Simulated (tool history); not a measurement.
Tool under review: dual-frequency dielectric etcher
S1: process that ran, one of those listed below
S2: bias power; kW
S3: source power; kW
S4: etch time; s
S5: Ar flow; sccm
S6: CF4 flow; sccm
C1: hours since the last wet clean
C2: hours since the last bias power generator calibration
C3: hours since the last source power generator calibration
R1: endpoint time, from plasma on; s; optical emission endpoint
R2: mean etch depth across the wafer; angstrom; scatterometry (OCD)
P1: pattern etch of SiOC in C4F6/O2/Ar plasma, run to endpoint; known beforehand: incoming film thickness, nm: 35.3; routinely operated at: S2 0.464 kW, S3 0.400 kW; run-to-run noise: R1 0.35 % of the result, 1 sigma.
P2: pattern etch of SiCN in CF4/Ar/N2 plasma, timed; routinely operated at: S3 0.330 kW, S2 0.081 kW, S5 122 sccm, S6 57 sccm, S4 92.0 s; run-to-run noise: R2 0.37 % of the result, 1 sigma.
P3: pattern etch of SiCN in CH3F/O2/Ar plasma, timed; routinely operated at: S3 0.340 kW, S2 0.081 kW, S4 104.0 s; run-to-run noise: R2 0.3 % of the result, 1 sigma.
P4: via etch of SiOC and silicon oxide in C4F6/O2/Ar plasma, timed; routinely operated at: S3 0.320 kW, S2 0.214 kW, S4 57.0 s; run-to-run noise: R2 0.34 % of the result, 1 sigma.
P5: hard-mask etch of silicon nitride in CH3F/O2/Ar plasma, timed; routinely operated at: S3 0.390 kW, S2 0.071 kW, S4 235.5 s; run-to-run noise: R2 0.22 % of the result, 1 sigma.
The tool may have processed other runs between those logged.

| run | day | S1 | S2 | S3 | S4 | S5 | S6 | C1 | C2 | C3 | R1 | R2 |
|---|---|---|---|---|---|---|---|---|---|---|---|---|
| 1 | 0.312 | P1 | 0.464 | 0.400 |  |  |  | 202.7 | 1089.7 | 947.1 | 12.321 |  |
| 2 | 0.588 | P5 | 0.071 | 0.390 | 235.5 |  |  | 209.3 | 1096.3 | 953.7 |  | 1618.70 |
| 3 | 0.875 | P5 | 0.071 | 0.530 | 235.5 |  |  | 216.2 | 1103.2 | 960.6 |  | 1826.30 |
| 4 | 1.275 | P3 | 0.081 | 0.340 | 104.0 |  |  | 225.8 | 1112.8 | 970.2 |  | 382.14 |
|  | 1.462 | wet clean of the chamber |
| 5 | 1.500 | P2 | 0.081 | 0.430 | 92.0 | 122 | 57 | 0.9 | 1118.2 | 975.6 |  | 766.47 |
| 6 | 1.838 | P1 | 0.464 | 0.400 |  |  |  | 9.0 | 1126.3 | 983.7 | 12.354 |  |
| 7 | 2.171 | P1 | 0.464 | 0.400 |  |  |  | 17.0 | 1134.3 | 991.7 | 12.312 |  |
| 8 | 2.538 | P2 | 0.081 | 0.330 | 92.0 | 122 | 57 | 25.8 | 1143.1 | 1000.5 |  | 608.36 |
| 9 | 2.750 | P4 | 0.214 | 0.320 | 57.0 |  |  | 30.9 | 1148.2 | 1005.6 |  | 631.81 |
| 10 | 2.938 | P1 | 0.380 | 0.400 |  |  |  | 35.4 | 1152.7 | 1010.1 | 13.210 |  |
| 11 | 3.142 | P2 | 0.081 | 0.330 | 92.0 | 122 | 81 | 40.3 | 1157.6 | 1015.0 |  | 643.81 |
| 12 | 3.354 | P4 | 0.214 | 0.210 | 57.0 |  |  | 45.4 | 1162.7 | 1020.1 |  | 539.59 |
| 13 | 3.704 | P2 | 0.081 | 0.330 | 92.0 | 122 | 57 | 53.8 | 1171.1 | 1028.5 |  | 609.29 |
| 14 | 4.067 | P3 | 0.081 | 0.470 | 104.0 |  |  | 62.5 | 1179.8 | 1037.2 |  | 431.41 |
| 15 | 4.275 | P5 | 0.071 | 0.390 | 235.5 |  |  | 67.5 | 1184.8 | 1042.2 |  | 1626.90 |
| 16 | 4.679 | P1 | 0.464 | 0.400 |  |  |  | 77.2 | 1194.5 | 1051.9 | 12.331 |  |
| 17 | 5.004 | P2 | 0.056 | 0.330 | 92.0 | 122 | 57 | 85.0 | 1202.3 | 1059.7 |  | 529.71 |
| 18 | 5.217 | P3 | 0.081 | 0.340 | 104.0 |  |  | 90.1 | 1207.4 | 1064.8 |  | 383.00 |
|  | 5.362 | bias power generator calibrated |
| 19 | 5.625 | P5 | 0.049 | 0.390 | 235.5 |  |  | 99.9 | 6.3 | 1074.6 |  | 1438.80 |
| 20 | 5.838 | P1 | 0.464 | 0.400 |  |  |  | 105.0 | 11.4 | 1079.7 | 12.332 |  |
| 21 | 6.112 | P2 | 0.081 | 0.330 | 131.5 | 122 | 57 | 111.6 | 18.0 | 1086.3 |  | 873.93 |
| 22 | 6.329 | P1 | 0.464 | 0.400 |  |  |  | 116.8 | 23.2 | 1091.5 | 12.325 |  |
| 23 | 6.696 | P4 | 0.214 | 0.320 | 43.0 |  |  | 125.6 | 32.0 | 1100.3 |  | 476.32 |
| 24 | 6.996 | P1 | 0.555 | 0.470 |  |  |  | 132.8 | 39.2 | 1107.5 | 10.838 |  |
| 25 | 7.296 | P2 | 0.081 | 0.330 | 92.0 | 84 | 57 | 140.0 | 46.4 | 1114.7 |  | 643.64 |
| 26 | 7.533 | P3 | 0.053 | 0.340 | 104.0 |  |  | 145.7 | 52.1 | 1120.4 |  | 328.40 |
| 27 | 7.867 | P1 | 0.578 | 0.400 |  |  |  | 153.7 | 60.1 | 1128.4 | 11.277 |  |
| 28 | 8.262 | P1 | 0.464 | 0.400 |  |  |  | 163.2 | 69.6 | 1137.9 | 12.325 |  |
| 29 | 8.479 | P1 | 0.464 | 0.520 |  |  |  | 168.4 | 74.8 | 1143.1 | 11.152 |  |
| 30 | 8.842 | P3 | 0.081 | 0.340 | 57.0 |  |  | 177.1 | 83.5 | 1151.8 |  | 208.34 |
| 31 | 9.183 | P4 | 0.294 | 0.320 | 57.0 |  |  | 185.3 | 91.7 | 1160.0 |  | 705.79 |
| 32 | 9.542 | P1 | 0.464 | 0.290 |  |  |  | 193.9 | 100.3 | 1168.6 | 13.790 |  |
| 33 | 9.938 | P5 | 0.071 | 0.390 | 348.0 |  |  | 203.4 | 109.8 | 1178.1 |  | 2398.70 |
| 34 | 10.325 | P1 | 0.464 | 0.400 |  |  |  | 212.7 | 119.1 | 1187.4 | 12.263 |  |
| 35 | 10.683 | P1 | 0.464 | 0.400 |  |  |  | 221.3 | 127.7 | 1196.0 | 12.384 |  |
| 36 | 10.883 | P1 | 0.464 | 0.400 |  |  |  | 226.1 | 132.5 | 1200.8 | 12.360 |  |
| 37 | 11.071 | P1 | 0.464 | 0.400 |  |  |  | 230.6 | 137.0 | 1205.3 | 12.489 |  |
| 38 | 11.329 | P1 | 0.464 | 0.400 |  |  |  | 236.8 | 143.2 | 1211.5 | 12.435 |  |
| 39 | 11.617 | P1 | 0.464 | 0.400 |  |  |  | 243.7 | 150.1 | 1218.4 | 12.538 |  |
| 40 | 11.817 | P1 | 0.464 | 0.400 |  |  |  | 248.5 | 154.9 | 1223.2 | 12.520 |  |
|  | 12.029 | wet clean of the chamber |
| 41 | 12.121 | P1 | 0.464 | 0.400 |  |  |  | 2.2 | 162.2 | 1230.5 | 12.422 |  |
| 42 | 12.462 | P1 | 0.464 | 0.400 |  |  |  | 10.4 | 170.4 | 1238.7 | 12.480 |  |
| 43 | 12.783 | P1 | 0.464 | 0.400 |  |  |  | 18.1 | 178.1 | 1246.4 | 12.436 |  |
| 44 | 13.058 | P1 | 0.464 | 0.400 |  |  |  | 24.7 | 184.7 | 1253.0 | 12.432 |  |

What P1 gives has crept away from where it was. These 2 causes fit the log equally well, each at the size given:
A: source power that arrives under what is set, % = 4.62
B: bias power that arrives under what is set, % = 4.65
At approximately day 10.325, the process output began to creep.
What rules out each remaining cause:
chamber walls in a state that lowers the etch rate, %: work on it at day 12.029, done after the drift set in, did not restore what the process gave before

You are offered 4 check runs, listed below with question marks in place of their results; each one averages 2 wafers. Which run separates the listed causes by giving clearly different results for each?
| check 1 | 13.333 | P4 | 0.262 | 0.270 | 57.0 |  |  |  |  |  |  | ? |
| check 2 | 13.333 | P2 | 0.081 | 0.330 | 92.0 | 104 | 76 |  |  |  |  | ? |
| check 3 | 13.333 | P3 | 0.057 | 0.340 | 72.0 |  |  |  |  |  |  | ? |
| check 4 | 13.333 | P5 | 0.049 | 0.390 | 343.5 |  |  |  |  |  |  | ? |

How each check would come out, cause by cause:
| check | result | if A | if B |
|---|---|---|---|
| check 1 | R2 | 624.96 | 625.58 |
| check 2 | R2 | 622.99 | 638.28 |
| check 3 | R2 | 229.08 | 229.52 |
| check 4 | R2 | 2059.80 | 2067.30 |
Smallest distance between any two causes, each pair judged by its most separating result, in per cent: check 1 0.1 %; check 2 2.43 %; check 3 0.19 %; check 4 0.36 %
Only in check 2 would the causes give clearly different results; in the remaining checks their results would be nearly the same.

Check 2 has now been run. It gave: R2 638.59 angstrom. Which of the candidate causes is it?

The correct cause is B, namely: bias power that arrives under what is set, %.
